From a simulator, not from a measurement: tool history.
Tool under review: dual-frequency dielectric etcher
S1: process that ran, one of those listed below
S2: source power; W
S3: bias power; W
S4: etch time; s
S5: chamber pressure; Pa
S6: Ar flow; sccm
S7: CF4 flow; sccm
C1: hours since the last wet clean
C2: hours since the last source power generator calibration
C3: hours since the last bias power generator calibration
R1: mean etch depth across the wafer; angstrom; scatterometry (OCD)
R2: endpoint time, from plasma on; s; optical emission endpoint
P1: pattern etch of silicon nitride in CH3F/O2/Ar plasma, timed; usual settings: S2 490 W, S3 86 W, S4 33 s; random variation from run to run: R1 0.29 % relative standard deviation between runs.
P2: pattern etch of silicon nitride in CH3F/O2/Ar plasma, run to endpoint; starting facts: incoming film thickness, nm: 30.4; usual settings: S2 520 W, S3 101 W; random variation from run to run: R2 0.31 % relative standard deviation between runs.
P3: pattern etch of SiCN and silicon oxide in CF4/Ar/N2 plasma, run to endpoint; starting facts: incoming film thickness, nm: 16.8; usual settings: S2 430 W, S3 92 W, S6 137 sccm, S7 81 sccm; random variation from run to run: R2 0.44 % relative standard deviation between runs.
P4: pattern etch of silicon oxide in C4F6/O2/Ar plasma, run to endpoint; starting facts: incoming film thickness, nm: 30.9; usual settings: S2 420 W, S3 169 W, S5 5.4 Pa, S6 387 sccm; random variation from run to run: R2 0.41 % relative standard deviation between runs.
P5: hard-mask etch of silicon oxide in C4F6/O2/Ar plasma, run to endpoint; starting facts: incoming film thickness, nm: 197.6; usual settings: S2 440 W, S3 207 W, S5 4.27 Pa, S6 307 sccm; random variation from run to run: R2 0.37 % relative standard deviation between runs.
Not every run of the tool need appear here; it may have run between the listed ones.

{"run": 1, "day": 0.271, "S1": "P1", "S2": 490, "S3": 86, "S4": 33, "C1": 92.5, "C2": 2204.9, "C3": 1156, "R1": 260.25}
{"run": 2, "day": 0.442, "S1": "P5", "S2": 440, "S3": 207, "S5": 5.4, "S6": 307, "C1": 96.6, "C2": 2209, "C3": 1160.1, "R2": 59.992}
{"run": 3, "day": 0.729, "S1": "P1", "S2": 490, "S3": 118, "S4": 33, "C1": 103.5, "C2": 2215.9, "C3": 1167, "R1": 293.1}
{"run": 4, "day": 1.042, "S1": "P1", "S2": 660, "S3": 86, "S4": 33, "C1": 111, "C2": 2223.4, "C3": 1174.5, "R1": 291.46}
{"run": 5, "day": 1.233, "S1": "P3", "S2": 430, "S3": 92, "S6": 137, "S7": 81, "C1": 115.6, "C2": 2228, "C3": 1179.1, "R2": 18.882}
{"run": 6, "day": 1.517, "S1": "P3", "S2": 430, "S3": 92, "S6": 137, "S7": 113, "C1": 122.4, "C2": 2234.8, "C3": 1185.9, "R2": 17.932}
{"run": 7, "day": 1.758, "S1": "P1", "S2": 490, "S3": 86, "S4": 33, "C1": 128.2, "C2": 2240.6, "C3": 1191.7, "R1": 260.53}
{"run": 8, "day": 2.012, "S1": "P1", "S2": 490, "S3": 86, "S4": 24.5, "C1": 134.3, "C2": 2246.7, "C3": 1197.8, "R1": 193.71}
{"run": 9, "day": 2.171, "S1": "P3", "S2": 430, "S3": 57, "S6": 137, "S7": 81, "C1": 138.1, "C2": 2250.5, "C3": 1201.6, "R2": 22.454}
{"run": 10, "day": 2.488, "S1": "P4", "S2": 550, "S3": 169, "S5": 5.4, "S6": 387, "C1": 145.7, "C2": 2258.1, "C3": 1209.2, "R2": 9.3023}
{"run": 11, "day": 2.671, "S1": "P3", "S2": 430, "S3": 92, "S6": 86, "S7": 81, "C1": 150.1, "C2": 2262.5, "C3": 1213.6, "R2": 17.906}
{"run": 12, "day": 2.871, "S1": "P4", "S2": 420, "S3": 169, "S5": 5.4, "S6": 290, "C1": 154.9, "C2": 2267.3, "C3": 1218.4, "R2": 9.9909}
{"run": 13, "day": 3.188, "S1": "P5", "S2": 440, "S3": 207, "S5": 4.27, "S6": 307, "C1": 162.5, "C2": 2274.9, "C3": 1226, "R2": 58.257}
{"run": 14, "day": 3.517, "S1": "P4", "S2": 420, "S3": 169, "S5": 4.27, "S6": 387, "C1": 170.4, "C2": 2282.8, "C3": 1233.9, "R2": 9.9792}
{"run": 15, "day": 3.733, "S1": "P5", "S2": 440, "S3": 207, "S5": 4.27, "S6": 307, "C1": 175.6, "C2": 2288, "C3": 1239.1, "R2": 58.155}
{"run": 16, "day": 4.042, "S1": "P1", "S2": 490, "S3": 86, "S4": 33, "C1": 183, "C2": 2295.4, "C3": 1246.5, "R1": 260.11}
{"run": 17, "day": 4.358, "S1": "P1", "S2": 490, "S3": 86, "S4": 33, "C1": 190.6, "C2": 2303, "C3": 1254.1, "R1": 260.66}
{"run": 18, "day": 4.529, "S1": "P1", "S2": 360, "S3": 120, "S4": 33, "C1": 194.7, "C2": 2307.1, "C3": 1258.2, "R1": 262.7}
{"run": 19, "day": 4.721, "S1": "P1", "S2": 330, "S3": 86, "S4": 20, "C1": 199.3, "C2": 2311.7, "C3": 1262.8, "R1": 136.12}
{"run": 20, "day": 5.025, "S1": "P5", "S2": 440, "S3": 135, "S5": 4.27, "S6": 307, "C1": 206.6, "C2": 2319, "C3": 1270.1, "R2": 66.436}
{"run": 21, "day": 5.196, "S1": "P1", "S2": 330, "S3": 86, "S4": 33, "C1": 210.7, "C2": 2323.1, "C3": 1274.2, "R1": 224.09}
{"run": 22, "day": 5.496, "S1": "P2", "S2": 340, "S3": 101, "C1": 217.9, "C2": 2330.3, "C3": 1281.4, "R2": 41.504}
{"run": 23, "day": 5.767, "S1": "P3", "S2": 430, "S3": 92, "S6": 137, "S7": 81, "C1": 224.4, "C2": 2336.8, "C3": 1287.9, "R2": 18.903}
{"run": 24, "day": 6.096, "S1": "P4", "S2": 420, "S3": 110, "S5": 5.4, "S6": 387, "C1": 232.3, "C2": 2344.7, "C3": 1295.8, "R2": 11.67}
{"run": 25, "day": 6.375, "S1": "P1", "S2": 490, "S3": 86, "S4": 41, "C1": 239, "C2": 2351.4, "C3": 1302.5, "R1": 324.44}
{"run": 26, "day": 6.562, "S1": "P3", "S2": 550, "S3": 92, "S6": 137, "S7": 81, "C1": 243.5, "C2": 2355.9, "C3": 1307, "R2": 15.209}
{"run": 27, "day": 6.746, "S1": "P5", "S2": 440, "S3": 207, "S5": 4.27, "S6": 420, "C1": 247.9, "C2": 2360.3, "C3": 1311.4, "R2": 60.438}
{"run": 28, "day": 7.021, "S1": "P2", "S2": 520, "S3": 101, "C1": 254.5, "C2": 2366.9, "C3": 1318, "R2": 35.352}
{"run": 29, "day": 7.267, "S1": "P1", "S2": 660, "S3": 56, "S4": 33, "C1": 260.4, "C2": 2372.8, "C3": 1323.9, "R1": 252.97}
{"run": 30, "day": 7.496, "S1": "P1", "S2": 490, "S3": 86, "S4": 33, "C1": 265.9, "C2": 2378.3, "C3": 1329.4, "R1": 259.45}
{"run": 31, "day": 7.767, "S1": "P1", "S2": 490, "S3": 49, "S4": 33, "C1": 272.4, "C2": 2384.8, "C3": 1335.9, "R1": 215.92}
{"run": 32, "day": 8.071, "S1": "P5", "S2": 260, "S3": 207, "S5": 4.27, "S6": 307, "C1": 279.7, "C2": 2392.1, "C3": 1343.2, "R2": 71.412}
{"run": 33, "day": 8.346, "S1": "P4", "S2": 420, "S3": 169, "S5": 5.4, "S6": 387, "C1": 286.3, "C2": 2398.7, "C3": 1349.8, "R2": 10.309}
{"run": 34, "day": 8.533, "S1": "P2", "S2": 520, "S3": 135, "C1": 290.8, "C2": 2403.2, "C3": 1354.3, "R2": 31.913}
{"run": 35, "day": 8.796, "S1": "P1", "S2": 490, "S3": 86, "S4": 33, "C1": 297.1, "C2": 2409.5, "C3": 1360.6, "R1": 260.75}
{"run": 36, "day": 8.992, "S1": "P1", "S2": 490, "S3": 86, "S4": 33, "C1": 301.8, "C2": 2414.2, "C3": 1365.3, "R1": 263.2}
{"run": 37, "day": 9.167, "S1": "P1", "S2": 490, "S3": 86, "S4": 33, "C1": 306, "C2": 2418.4, "C3": 1369.5, "R1": 262.52}
{"run": 38, "day": 9.371, "S1": "P1", "S2": 490, "S3": 86, "S4": 33, "C1": 310.9, "C2": 2423.3, "C3": 1374.4, "R1": 263.81}
{"day": 9.379, "done": "wet clean of the chamber"}
{"run": 39, "day": 9.525, "S1": "P1", "S2": 490, "S3": 86, "S4": 33, "C1": 3.5, "C2": 2427, "C3": 1378.1, "R1": 264.59}
{"run": 40, "day": 9.8, "S1": "P1", "S2": 490, "S3": 86, "S4": 33, "C1": 10.1, "C2": 2433.6, "C3": 1384.7, "R1": 264.26}
{"run": 41, "day": 10.138, "S1": "P1", "S2": 490, "S3": 86, "S4": 33, "C1": 18.2, "C2": 2441.7, "C3": 1392.8, "R1": 262.84}
{"run": 42, "day": 10.342, "S1": "P1", "S2": 490, "S3": 86, "S4": 33, "C1": 23.1, "C2": 2446.6, "C3": 1397.7, "R1": 265.11}

What P1 gives has crept away from where it was. These 2 causes fit the log equally well, each at the size given:
A: source power that arrives over what is set, % = 4
B: bias power that arrives over what is set, % = 4.29
Creep in the process output first set in at about day 8.796.
The rest of the possible causes, and what rules out each one:
chamber walls in a state that raises the etch rate, %: maintenance at day 9.379, after the shift began, did not return the process to its former output

You are offered 4 check runs, listed below with question marks in place of their results; each one averages 3 wafers. Which run separates the listed causes by giving clearly different results for each?
{"run": "check 1", "day": 10.546, "S1": "P3", "S2": 430, "S3": 62, "S6": 137, "S7": 107, "R2": "?"}
{"run": "check 2", "day": 10.546, "S1": "P2", "S2": 440, "S3": 101, "R2": "?"}
{"run": "check 3", "day": 10.546, "S1": "P5", "S2": 340, "S3": 207, "S5": 4.27, "S6": 359, "R2": "?"}
{"run": "check 4", "day": 10.546, "S1": "P4", "S2": 540, "S3": 133, "S5": 5.4, "S6": 387, "R2": "?"}

Outcome of each check run for each possible cause:
check=check_1 result=R2 if_A=20.098 if_B=20.529
check=check_2 result=R2 if_A=37.193 if_B=37.164
check=check_3 result=R2 if_A=64.371 if_B=64.45
check=check_4 result=R2 if_A=9.8793 if_B=9.9147
Separation of the two closest causes in each check, using whichever result separates them best: check 1 2.12 %; check 2 0.08 %; check 3 0.12 %; check 4 0.36 %
Check 1 is the one run that separates the causes; every other check would come out nearly the same whichever cause is at work.

Here is what check 1 returned: R2 20.464 s. Which cause is it?

The correct cause is B, namely: bias power that arrives over what is set, %.
